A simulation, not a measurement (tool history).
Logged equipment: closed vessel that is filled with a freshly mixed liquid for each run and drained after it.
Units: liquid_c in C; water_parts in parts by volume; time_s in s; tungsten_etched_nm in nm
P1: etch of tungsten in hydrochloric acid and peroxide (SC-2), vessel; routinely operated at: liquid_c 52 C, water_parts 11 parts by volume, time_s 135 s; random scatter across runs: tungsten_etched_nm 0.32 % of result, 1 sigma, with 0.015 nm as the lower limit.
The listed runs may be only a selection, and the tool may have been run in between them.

run   hour  liquid_c  water_parts  time_s  hours since the thermometer was replaced  hours since the chemicals flow meter was replaced  hours since the drum of peroxide was connected  tungsten_etched_nm
  1     19        52           11     135                                       700                                              650.4                                           941.8              51.744
  2     31        52           11     215                                       712                                              662.4                                           953.8              82.437
  3   49.9        52            4     135                                     730.9                                              681.3                                           972.7              112.31
  4   66.9      37.5           11     135                                     747.9                                              698.3                                           989.7              18.969
  5   80.9        67           11     135                                     761.9                                              712.3                                          1003.7              133.15
  6   97.1        52           11     135                                     778.1                                              728.5                                          1019.9              51.817
  7  110.3        52         14.5      70                                     791.3                                              741.7                                          1033.1              21.088
  8  127.1        52           11     135                                     808.1                                              758.5                                          1049.9              51.763
     127.9  -- chemicals flow meter replaced
  9  140.1        52           11     135                                     821.1                                               12.2                                          1062.9              51.764
 10  159.3      44.5          5.5     135                                     840.3                                               31.4                                          1082.1              54.069
 11  177.2      41.5         15.5     135                                     858.2                                               49.3                                            1100              18.722
 12  186.6        52           11      40                                     867.6                                               58.7                                          1109.4              15.269
 13  195.1        52           11     135                                     876.1                                               67.2                                          1117.9              51.916
 14  208.5        52           19     135                                     889.5                                               80.6                                          1131.3              31.892
 15  222.4        52           11     135                                     903.4                                               94.5                                          1145.2              51.926
 16  240.7        52           11     135                                     921.7                                              112.8                                          1163.5              53.558
 17  252.8        52           11     135                                     933.8                                              124.9                                          1175.6              54.491
 18  264.9        52           11     135                                     945.9                                                137                                          1187.7               55.35
 19    278        52           11     135                                       959                                              150.1                                          1200.8              55.598
 20  291.8        52           11     135                                     972.8                                              163.9                                          1214.6              56.007
 21  301.5        52           11     135                                     982.5                                              173.6                                          1224.3              56.325
 22  312.1        52           11     135                                     993.1                                              184.2                                          1234.9               56.83
 23  328.8        52           11     135                                    1009.8                                              200.9                                          1251.6              56.564
 24  346.4        52           11     135                                    1027.4                                              218.5                                          1269.2              56.583
 25  357.1        52           11     135                                    1038.1                                              229.2                                          1279.9              56.597
 26  371.7        52           11     135                                    1052.7                                              243.8                                          1294.5              56.525

The output of P1 has drifted from where it used to be. Each of the 2 causes below, taken at the size shown beside it, accounts for the log equally well:
A: chemicals flow above the setpoint (%) = 11.7
B: liquid hotter than its thermometer reads (K) = 1.42
The drift started at roughly hour 222.4.
All other causes, with the reason each is excluded:
peroxide weaker than its label (%): 8 at the very most, moving tungsten_etched_nm by -7.4 %, which is either too weak or the wrong sign

4 check runs are offered, one wafer each, their results left as question marks. Which one tells the causes apart?
check 1  386.3      44.5           11     135                                                                                                                                                                ?
check 2  386.3        52         17.5     135                                                                                                                                                                ?
check 3  386.3        38            4     135                                                                                                                                                                ?
check 4  386.3        42           11     135                                                                                                                                                                ?

How each check would come out, cause by cause:
  check              result    if A    if B
check 1  tungsten_etched_nm  34.236  34.399
check 2  tungsten_etched_nm  38.066  37.854
check 3  tungsten_etched_nm  45.978  47.344
check 4  tungsten_etched_nm  28.772  28.954
Separation of the two closest causes in each check, using whichever result separates them best: check 1 0.48 %; check 2 0.56 %; check 3 2.93 %; check 4 0.63 %
The causes can be told apart only by check 3. The other checks would give nearly the same results under each of them.

Check 3 was then run and gave: tungsten_etched_nm 47.396 nm. Which cause is it?

Of the candidate causes, it is B: liquid hotter than its thermometer reads (K).

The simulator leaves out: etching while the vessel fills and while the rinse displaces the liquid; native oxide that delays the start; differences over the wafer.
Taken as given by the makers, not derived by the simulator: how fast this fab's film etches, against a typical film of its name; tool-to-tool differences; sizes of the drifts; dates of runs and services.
